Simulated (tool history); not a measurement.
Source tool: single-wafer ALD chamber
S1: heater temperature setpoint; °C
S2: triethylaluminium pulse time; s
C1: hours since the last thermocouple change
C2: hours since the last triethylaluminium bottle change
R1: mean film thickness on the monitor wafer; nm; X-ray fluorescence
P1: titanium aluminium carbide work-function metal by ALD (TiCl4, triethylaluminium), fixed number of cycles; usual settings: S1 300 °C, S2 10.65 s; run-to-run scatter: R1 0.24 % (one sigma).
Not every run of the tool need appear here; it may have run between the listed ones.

run	hour	S1	S2	C1	C2	R1
1	7	300	10.65	284.2	981.3	2.0156
2	13.9	300	10.65	291.1	988.2	2.0128
3	28.5	300	10.65	305.7	1002.8	2.0181
4	41.6	319	16.95	318.8	1015.9	2.2239
5	53.3	310	13.6	330.5	1027.6	2.1336
6	64.4	300	10.65	341.6	1038.7	2.016
7	75.3	300	10.65	352.5	1049.6	2.0117
8	89.7	320	10.65	366.9	1064	2.1916
9	97.1	300	15.26	374.3	1071.4	2.0564
10	108.3	280	10.65	385.5	1082.6	1.8386
11	119.9	300	10.65	397.1	1094.2	2.0142
12	127.5	300	10.65	404.7	1101.8	2.0208
13	141.9	278	7.54	419.1	1116.2	1.7335
14	153.1	300	6.06	430.3	1127.4	1.8122
15	163.5	300	10.65	440.7	1137.8	2.0095
16	174.5	300	10.65	451.7	1148.8	1.997
17	182.3	300	10.65	459.5	1156.6	1.9931
18	190.1	300	10.65	467.3	1164.4	1.9768
19	201.1	300	10.65	478.3	1175.4	1.9878
20	210.8	300	10.65	488	1185.1	1.9733
21	223.9	300	10.65	501.1	1198.2	1.9786
22	231.2	300	10.65	508.4	1205.5	1.9667
23	237.7	300	10.65	514.9	1212	1.974
24	246.6	300	10.65	523.8	1220.9	1.9669
25	255.6	300	10.65	532.8	1229.9	1.9678

What P1 gives has crept off from where it sat before. The 2 causes that follow fit the log equally well, each at the size noted:
A: wafer temperature below the value expected at the setpoint (K) = 5.12
B: triethylaluminium dose below that of a fresh bottle (%) = 16.8
The gradual shift began around hour 163.5.

Of the 4 check runs listed below, each run on one wafer and each result written as a question mark, which would let you distinguish the listed causes because they would give clearly different results?
check 1	264.6	312	10.65			?
check 2	264.6	310	10.65			?
check 3	264.6	282	10.65			?
check 4	264.6	315	6.54			?

Predicted outcomes, by check and by cause:
check	result	if A	if B
check 1	R1	2.0736	2.0715
check 2	R1	2.056	2.0543
check 3	R1	1.8131	1.8157
check 4	R1	1.9288	1.864
Per check, the gap between the least separated pair of causes, taken in the result that splits them most: check 1 0.1 %; check 2 0.08 %; check 3 0.14 %; check 4 3.42 %
Of the check runs offered, only check 4 discriminates between the causes; the rest would read about the same regardless of which cause applies.

After running check 4, the following was obtained: R1 1.9263 nm. Which cause does this point to?

A is the cause: wafer temperature below the value expected at the setpoint (K).

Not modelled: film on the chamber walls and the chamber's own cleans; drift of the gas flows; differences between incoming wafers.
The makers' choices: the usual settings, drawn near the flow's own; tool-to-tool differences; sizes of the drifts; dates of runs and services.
